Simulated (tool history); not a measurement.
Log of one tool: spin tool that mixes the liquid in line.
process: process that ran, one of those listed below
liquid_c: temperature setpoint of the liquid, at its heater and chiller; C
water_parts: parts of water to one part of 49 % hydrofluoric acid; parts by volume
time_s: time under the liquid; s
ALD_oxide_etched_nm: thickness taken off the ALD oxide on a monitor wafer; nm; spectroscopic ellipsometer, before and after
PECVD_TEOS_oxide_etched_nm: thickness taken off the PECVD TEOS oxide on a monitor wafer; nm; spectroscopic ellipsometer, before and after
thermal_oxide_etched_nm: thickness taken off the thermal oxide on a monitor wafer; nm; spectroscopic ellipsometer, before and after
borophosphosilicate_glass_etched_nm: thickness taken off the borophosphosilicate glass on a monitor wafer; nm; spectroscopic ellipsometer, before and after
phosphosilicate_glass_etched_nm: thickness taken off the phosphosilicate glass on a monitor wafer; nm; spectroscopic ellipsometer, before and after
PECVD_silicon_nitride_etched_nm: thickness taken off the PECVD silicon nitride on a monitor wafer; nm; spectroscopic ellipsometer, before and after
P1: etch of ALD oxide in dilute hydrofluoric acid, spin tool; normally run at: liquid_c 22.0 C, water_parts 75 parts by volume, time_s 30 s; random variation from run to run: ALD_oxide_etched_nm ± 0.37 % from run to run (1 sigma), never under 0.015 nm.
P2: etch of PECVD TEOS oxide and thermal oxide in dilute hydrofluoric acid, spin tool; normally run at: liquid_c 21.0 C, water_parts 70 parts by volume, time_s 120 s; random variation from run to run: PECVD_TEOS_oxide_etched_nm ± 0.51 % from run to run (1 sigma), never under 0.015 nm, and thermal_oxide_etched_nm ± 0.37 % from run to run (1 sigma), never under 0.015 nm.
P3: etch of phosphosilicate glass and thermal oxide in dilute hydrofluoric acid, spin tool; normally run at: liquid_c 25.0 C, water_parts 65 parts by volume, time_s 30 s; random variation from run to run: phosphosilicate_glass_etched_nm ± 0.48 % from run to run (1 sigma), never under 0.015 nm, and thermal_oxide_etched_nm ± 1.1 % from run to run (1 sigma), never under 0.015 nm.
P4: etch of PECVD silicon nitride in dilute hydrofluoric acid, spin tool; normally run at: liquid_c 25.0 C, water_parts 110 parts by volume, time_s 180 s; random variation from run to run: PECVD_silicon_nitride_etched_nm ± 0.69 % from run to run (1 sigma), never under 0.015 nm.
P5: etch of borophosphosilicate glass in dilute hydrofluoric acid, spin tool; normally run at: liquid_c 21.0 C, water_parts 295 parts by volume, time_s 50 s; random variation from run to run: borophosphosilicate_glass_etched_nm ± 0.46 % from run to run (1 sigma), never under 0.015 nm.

run	hour	process	liquid_c	water_parts	time_s	ALD_oxide_etched_nm	PECVD_TEOS_oxide_etched_nm	thermal_oxide_etched_nm	borophosphosilicate_glass_etched_nm	phosphosilicate_glass_etched_nm	PECVD_silicon_nitride_etched_nm
1	2.8	P1	22.0	75	30	11.1060					
2	6.8	P2	21.0	70	120		28.174	7.4901			
3	9.2	P5	21.0	295	50				4.5481		
4	13.0	P3	25.0	65	30			2.3942		74.635	
5	15.6	P1	22.0	75	30	11.1500					
6	18.7	P1	22.0	20	30	44.7040					
7	22.9	P1	25.5	20	30	51.5810					
8	25.2	P1	18.0	75	30	9.4124					
9	28.6	P3	25.0	65	30			2.3705		74.970	
10	33.1	P1	22.0	140	30	5.5050					
11	37.5	P4	25.0	110	80						1.4459
12	40.2	P4	25.0	35	180						10.1520
13	44.9	P2	21.0	70	120		28.431	7.5844			
14	49.1	P2	29.0	70	120		38.914	10.3730			
15	51.8	P4	25.0	110	180						3.3351
16	54.3	P1	22.0	75	50	18.5400					
17	59.0	P1	22.0	105	60	15.1800					
18	63.8	P1	22.0	75	30	11.0660					
19	68.3	P2	21.0	40	120		51.322	13.5700			
20	72.0	P5	21.0	55	50				31.3800		
21	76.1	P3	25.0	20	30			8.3156		256.540	
22	79.9	P3	31.0	65	30			3.0066		93.834	
23	83.0	P4	25.0	110	180						3.3178
24	87.8	P3	25.0	65	55			4.4151		136.300	
25	90.1	P1	22.0	75	30	11.1800					
26	94.1	P5	21.0	295	95				8.6451		
27	98.2	P5	21.0	295	50				4.5118		
28	101.2	P5	17.0	295	50				3.9514		
29	106.0	P2	21.0	70	190		44.848	11.9010			
30	109.5	P1	26.0	75	30	13.0310					
31	113.8	P1	22.0	75	15	5.5560					
32	116.1	P4	29.0	110	180						4.2390
33	120.4	P1	22.0	75	30	11.0920					
34	123.3	P1	22.0	75	30	11.4270					
35	127.3	P1	22.0	75	30	11.5480					
36	130.8	P1	22.0	75	30	11.6940					
37	134.8	P1	22.0	75	30	11.7250					
38	137.4	P1	22.0	75	30	11.8170					
39	140.9	P1	22.0	75	30	11.8650					
40	144.1	P1	22.0	75	30	11.8070					
41	148.7	P1	22.0	75	30	11.8280					

Something has made what P1 gives creep away from where it was; the 2 causes below, each at its own stated size, fit the log equally well:
A: hydrofluoric acid flow above the setpoint (%) = 6.3
B: liquid hotter than its thermometer reads (K) = 1.64
The process output started creeping at around hour 120.4.

4 check runs are offered, one wafer each, their results left as question marks. Which one tells the causes apart?
check 1	153.3	P2	27.0	70	120		?	?			
check 2	153.3	P5	21.0	70	75				?		
check 3	153.3	P4	25.0	35	180						?
check 4	153.3	P3	25.0	20	55			?		?	

Outcome of each check run for each possible cause:
check	result	if A	if B
check 1	PECVD_TEOS_oxide_etched_nm	38.687	38.589
check 1	thermal_oxide_etched_nm	10.2570	10.2310
check 2	borophosphosilicate_glass_etched_nm	38.5790	38.6390
check 3	PECVD_silicon_nitride_etched_nm	10.7950	11.3570
check 4	thermal_oxide_etched_nm	16.1280	16.2140
check 4	phosphosilicate_glass_etched_nm	504.560	507.250
Per-check spread between the two closest causes, in the result where they differ most: check 1 0.25 %; check 2 0.16 %; check 3 5.08 %; check 4 0.53 %
Only in check 3 would the causes give clearly different results; in the remaining checks their results would be nearly the same.

Here is what check 3 returned: PECVD_silicon_nitride_etched_nm 11.4980 nm. Which cause is it?

The cause is B: liquid hotter than its thermometer reads (K).
